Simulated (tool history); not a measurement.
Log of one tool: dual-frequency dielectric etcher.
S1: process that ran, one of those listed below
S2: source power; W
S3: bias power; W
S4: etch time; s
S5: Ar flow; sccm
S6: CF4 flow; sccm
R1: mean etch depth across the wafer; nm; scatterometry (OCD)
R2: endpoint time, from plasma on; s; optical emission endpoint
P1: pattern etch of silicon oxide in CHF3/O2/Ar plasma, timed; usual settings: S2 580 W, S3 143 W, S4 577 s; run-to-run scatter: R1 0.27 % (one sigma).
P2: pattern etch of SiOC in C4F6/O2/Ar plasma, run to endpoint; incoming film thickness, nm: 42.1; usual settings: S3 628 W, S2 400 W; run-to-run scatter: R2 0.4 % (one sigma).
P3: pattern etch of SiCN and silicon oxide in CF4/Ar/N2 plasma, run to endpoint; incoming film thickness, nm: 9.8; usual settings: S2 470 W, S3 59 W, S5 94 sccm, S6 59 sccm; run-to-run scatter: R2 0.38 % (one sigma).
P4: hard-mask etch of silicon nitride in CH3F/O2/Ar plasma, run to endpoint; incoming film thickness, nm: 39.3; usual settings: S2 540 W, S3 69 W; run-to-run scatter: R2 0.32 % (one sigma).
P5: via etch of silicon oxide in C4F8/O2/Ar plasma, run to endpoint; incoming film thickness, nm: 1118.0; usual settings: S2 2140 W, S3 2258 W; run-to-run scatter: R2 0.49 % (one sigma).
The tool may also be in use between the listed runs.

{"run": 1, "hour": 2.6, "S1": "P1", "S2": 580, "S3": 143, "S4": 577, "R1": 1070.7}
{"run": 2, "hour": 6.0, "S1": "P5", "S2": 2140, "S3": 2924, "R2": 189.03}
{"run": 3, "hour": 8.1, "S1": "P1", "S2": 580, "S3": 143, "S4": 577, "R1": 1069.1}
{"run": 4, "hour": 10.8, "S1": "P1", "S2": 410, "S3": 143, "S4": 577, "R1": 939.61}
{"hour": 12.8, "done": "wet clean of the chamber"}
{"run": 5, "hour": 13.9, "S1": "P1", "S2": 580, "S3": 112, "S4": 577, "R1": 991.47}
{"run": 6, "hour": 17.3, "S1": "P3", "S2": 470, "S3": 59, "S5": 94, "S6": 59, "R2": 12.129}
{"run": 7, "hour": 21.2, "S1": "P2", "S2": 400, "S3": 846, "R2": 11.565}
{"run": 8, "hour": 25.9, "S1": "P1", "S2": 700, "S3": 143, "S4": 577, "R1": 1150.3}
{"run": 9, "hour": 29.5, "S1": "P5", "S2": 1230, "S3": 2258, "R2": 254.74}
{"run": 10, "hour": 33.2, "S1": "P5", "S2": 2140, "S3": 2258, "R2": 204.54}
{"run": 11, "hour": 37.7, "S1": "P3", "S2": 670, "S3": 59, "S5": 94, "S6": 59, "R2": 8.9349}
{"run": 12, "hour": 41.9, "S1": "P2", "S2": 400, "S3": 628, "R2": 12.845}
{"run": 13, "hour": 44.9, "S1": "P3", "S2": 470, "S3": 59, "S5": 94, "S6": 48, "R2": 12.585}
{"run": 14, "hour": 47.6, "S1": "P1", "S2": 580, "S3": 143, "S4": 792, "R1": 1466.2}
{"run": 15, "hour": 51.3, "S1": "P4", "S2": 680, "S3": 69, "R2": 47.702}
{"run": 16, "hour": 55.2, "S1": "P1", "S2": 440, "S3": 143, "S4": 459, "R1": 765.18}
{"run": 17, "hour": 58.6, "S1": "P1", "S2": 580, "S3": 189, "S4": 829.5, "R1": 1687.9}
{"run": 18, "hour": 61.6, "S1": "P1", "S2": 770, "S3": 143, "S4": 342, "R1": 706.6}
{"run": 19, "hour": 66.1, "S1": "P2", "S2": 230, "S3": 628, "R2": 15.778}
{"run": 20, "hour": 69.1, "S1": "P2", "S2": 400, "S3": 628, "R2": 12.919}
{"run": 21, "hour": 72.0, "S1": "P1", "S2": 580, "S3": 143, "S4": 317.5, "R1": 587.48}
{"run": 22, "hour": 76.1, "S1": "P1", "S2": 580, "S3": 143, "S4": 577, "R1": 1073.3}
{"run": 23, "hour": 79.8, "S1": "P1", "S2": 580, "S3": 143, "S4": 577, "R1": 1073.3}
{"run": 24, "hour": 82.8, "S1": "P1", "S2": 580, "S3": 143, "S4": 577, "R1": 1070.3}
{"run": 25, "hour": 86.4, "S1": "P4", "S2": 540, "S3": 42, "R2": 60.633}
{"run": 26, "hour": 90.4, "S1": "P3", "S2": 470, "S3": 75, "S5": 94, "S6": 59, "R2": 11.267}
{"run": 27, "hour": 94.1, "S1": "P1", "S2": 580, "S3": 176, "S4": 577, "R1": 1146}
{"run": 28, "hour": 96.9, "S1": "P3", "S2": 470, "S3": 59, "S5": 126, "S6": 59, "R2": 12.868}
{"run": 29, "hour": 99.2, "S1": "P4", "S2": 540, "S3": 69, "R2": 52.015}
{"run": 30, "hour": 103.4, "S1": "P1", "S2": 580, "S3": 143, "S4": 577, "R1": 1073.3}
{"run": 31, "hour": 107.6, "S1": "P1", "S2": 580, "S3": 143, "S4": 577, "R1": 1066.2}
{"run": 32, "hour": 110.4, "S1": "P1", "S2": 580, "S3": 143, "S4": 577, "R1": 1054.2}
{"run": 33, "hour": 113.1, "S1": "P1", "S2": 580, "S3": 143, "S4": 577, "R1": 1057.4}
{"run": 34, "hour": 116.2, "S1": "P1", "S2": 580, "S3": 143, "S4": 577, "R1": 1060.1}
{"hour": 119.1, "done": "wet clean of the chamber"}
{"run": 35, "hour": 120.6, "S1": "P1", "S2": 580, "S3": 143, "S4": 577, "R1": 1057.6}
{"run": 36, "hour": 123.4, "S1": "P1", "S2": 580, "S3": 143, "S4": 577, "R1": 1060.1}
{"run": 37, "hour": 127.5, "S1": "P1", "S2": 580, "S3": 143, "S4": 577, "R1": 1053.9}
{"run": 38, "hour": 129.6, "S1": "P1", "S2": 580, "S3": 143, "S4": 577, "R1": 1053.8}
{"run": 39, "hour": 133.4, "S1": "P1", "S2": 580, "S3": 143, "S4": 577, "R1": 1055.9}
{"run": 40, "hour": 136.6, "S1": "P1", "S2": 580, "S3": 143, "S4": 577, "R1": 1052.2}
{"run": 41, "hour": 140.4, "S1": "P1", "S2": 580, "S3": 143, "S4": 577, "R1": 1053.4}

What P1 gives has crept away from where it was. These 2 causes fit the log equally well, each at the size given:
A: bias power that arrives under what is set, % = 4.73
B: source power that arrives under what is set, % = 3.92
The creep began at about hour 103.4.
Why every other cause is out:
chamber walls in a state that lowers the etch rate, %: serviced at hour 119.1, which brought nothing back

4 check runs are offered, each on 2 wafers whose results are averaged, their results left as question marks. Which one tells the causes apart?
{"run": "check 1", "hour": 144.2, "S1": "P3", "S2": 660, "S3": 59, "S5": 94, "S6": 59, "R2": "?"}
{"run": "check 2", "hour": 144.2, "S1": "P5", "S2": 1470, "S3": 2258, "R2": "?"}
{"run": "check 3", "hour": 144.2, "S1": "P2", "S2": 300, "S3": 844, "R2": "?"}
{"run": "check 4", "hour": 144.2, "S1": "P4", "S2": 540, "S3": 46, "R2": "?"}

What each check would give under each cause:
check=check_1 result=R2 if_A=9.1405 if_B=9.3273
check=check_2 result=R2 if_A=239.61 if_B=239.92
check=check_3 result=R2 if_A=12.998 if_B=12.931
check=check_4 result=R2 if_A=60.094 if_B=60.186
How far apart the two closest causes lie, in the result that separates them most: check 1 2.02 %; check 2 0.13 %; check 3 0.51 %; check 4 0.15 %
Check 1 tells the causes apart: in the others they would give nearly the same result.

Check 1 was then run and gave: R2 9.1836 s. Which cause is it?

It is A: bias power that arrives under what is set, %.
